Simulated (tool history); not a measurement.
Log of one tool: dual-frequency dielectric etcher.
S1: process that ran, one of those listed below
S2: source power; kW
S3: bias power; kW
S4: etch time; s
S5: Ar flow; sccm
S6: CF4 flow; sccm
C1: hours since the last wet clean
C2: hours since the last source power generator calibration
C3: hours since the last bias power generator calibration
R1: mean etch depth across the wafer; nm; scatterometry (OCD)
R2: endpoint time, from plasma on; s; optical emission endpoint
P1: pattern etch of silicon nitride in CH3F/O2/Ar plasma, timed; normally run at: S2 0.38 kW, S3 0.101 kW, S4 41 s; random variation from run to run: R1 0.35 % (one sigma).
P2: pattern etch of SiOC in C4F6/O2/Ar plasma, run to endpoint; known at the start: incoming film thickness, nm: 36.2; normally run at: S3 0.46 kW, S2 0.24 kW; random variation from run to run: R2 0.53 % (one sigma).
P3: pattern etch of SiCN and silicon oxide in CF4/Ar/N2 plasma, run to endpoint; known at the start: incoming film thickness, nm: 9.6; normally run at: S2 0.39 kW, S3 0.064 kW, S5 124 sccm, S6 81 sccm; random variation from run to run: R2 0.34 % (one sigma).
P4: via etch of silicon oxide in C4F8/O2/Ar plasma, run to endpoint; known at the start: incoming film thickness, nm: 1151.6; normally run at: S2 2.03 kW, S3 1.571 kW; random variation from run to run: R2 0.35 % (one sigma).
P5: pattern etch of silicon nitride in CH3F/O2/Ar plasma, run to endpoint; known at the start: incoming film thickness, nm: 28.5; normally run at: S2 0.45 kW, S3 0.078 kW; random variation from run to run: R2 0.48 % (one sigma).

{"run": 1, "hour": 9.0, "S1": "P1", "S2": 0.38, "S3": 0.101, "S4": 41, "C1": 276.8, "C2": 1683.5, "C3": 1251.7, "R1": 31.815}
{"run": 2, "hour": 17.7, "S1": "P2", "S2": 0.24, "S3": 0.46, "C1": 285.5, "C2": 1692.2, "C3": 1260.4, "R2": 15.736}
{"run": 3, "hour": 32.2, "S1": "P5", "S2": 0.45, "S3": 0.078, "C1": 300, "C2": 1706.7, "C3": 1274.9, "R2": 38.416}
{"run": 4, "hour": 39.1, "S1": "P2", "S2": 0.24, "S3": 0.598, "C1": 306.9, "C2": 1713.6, "C3": 1281.8, "R2": 14.128}
{"run": 5, "hour": 51.5, "S1": "P1", "S2": 0.38, "S3": 0.101, "S4": 41, "C1": 319.3, "C2": 1726, "C3": 1294.2, "R1": 32.028}
{"run": 6, "hour": 59.2, "S1": "P5", "S2": 0.45, "S3": 0.078, "C1": 327, "C2": 1733.7, "C3": 1301.9, "R2": 38.27}
{"run": 7, "hour": 72.2, "S1": "P1", "S2": 0.38, "S3": 0.101, "S4": 54.5, "C1": 340, "C2": 1746.7, "C3": 1314.9, "R1": 42.302}
{"run": 8, "hour": 83.6, "S1": "P3", "S2": 0.39, "S3": 0.064, "S5": 149, "S6": 81, "C1": 351.4, "C2": 1758.1, "C3": 1326.3, "R2": 14.265}
{"run": 9, "hour": 97.0, "S1": "P2", "S2": 0.24, "S3": 0.46, "C1": 364.8, "C2": 1771.5, "C3": 1339.7, "R2": 15.672}
{"hour": 103.7, "done": "wet clean of the chamber"}
{"run": 10, "hour": 110.1, "S1": "P4", "S2": 2.03, "S3": 1.082, "C1": 6.4, "C2": 1784.6, "C3": 1352.8, "R2": 261.16}
{"run": 11, "hour": 120.7, "S1": "P2", "S2": 0.16, "S3": 0.46, "C1": 17, "C2": 1795.2, "C3": 1363.4, "R2": 18.157}
{"run": 12, "hour": 135.3, "S1": "P1", "S2": 0.52, "S3": 0.136, "S4": 41, "C1": 31.6, "C2": 1809.8, "C3": 1378, "R1": 39.994}
{"run": 13, "hour": 143.1, "S1": "P4", "S2": 1.53, "S3": 1.571, "C1": 39.4, "C2": 1817.6, "C3": 1385.8, "R2": 265.07}
{"run": 14, "hour": 150.4, "S1": "P3", "S2": 0.39, "S3": 0.064, "S5": 124, "S6": 81, "C1": 46.7, "C2": 1824.9, "C3": 1393.1, "R2": 13.871}
{"run": 15, "hour": 157.6, "S1": "P1", "S2": 0.38, "S3": 0.101, "S4": 24.5, "C1": 53.9, "C2": 1832.1, "C3": 1400.3, "R1": 18.99}
{"run": 16, "hour": 168.1, "S1": "P1", "S2": 0.54, "S3": 0.101, "S4": 41, "C1": 64.4, "C2": 1842.6, "C3": 1410.8, "R1": 36.09}
{"run": 17, "hour": 180.1, "S1": "P3", "S2": 0.39, "S3": 0.044, "S5": 124, "S6": 81, "C1": 76.4, "C2": 1854.6, "C3": 1422.8, "R2": 15.558}
{"run": 18, "hour": 189.6, "S1": "P3", "S2": 0.39, "S3": 0.064, "S5": 124, "S6": 50, "C1": 85.9, "C2": 1864.1, "C3": 1432.3, "R2": 15.005}
{"hour": 193.3, "done": "source power generator calibrated"}
{"run": 19, "hour": 200.0, "S1": "P1", "S2": 0.38, "S3": 0.068, "S4": 41, "C1": 96.3, "C2": 6.7, "C3": 1442.7, "R1": 27.684}
{"run": 20, "hour": 208.9, "S1": "P5", "S2": 0.45, "S3": 0.093, "C1": 105.2, "C2": 15.6, "C3": 1451.6, "R2": 35.729}
{"run": 21, "hour": 221.4, "S1": "P1", "S2": 0.38, "S3": 0.101, "S4": 41, "C1": 117.7, "C2": 28.1, "C3": 1464.1, "R1": 31.741}

Forecast run 22:
{"run": 22, "hour": 232.3, "S1": "P1", "S2": 0.38, "S3": 0.121, "S4": 41, "C1": 128.6, "C2": 39, "C3": 1475, "R1": "?"}

{"run 22": {"R1": 34.176}}
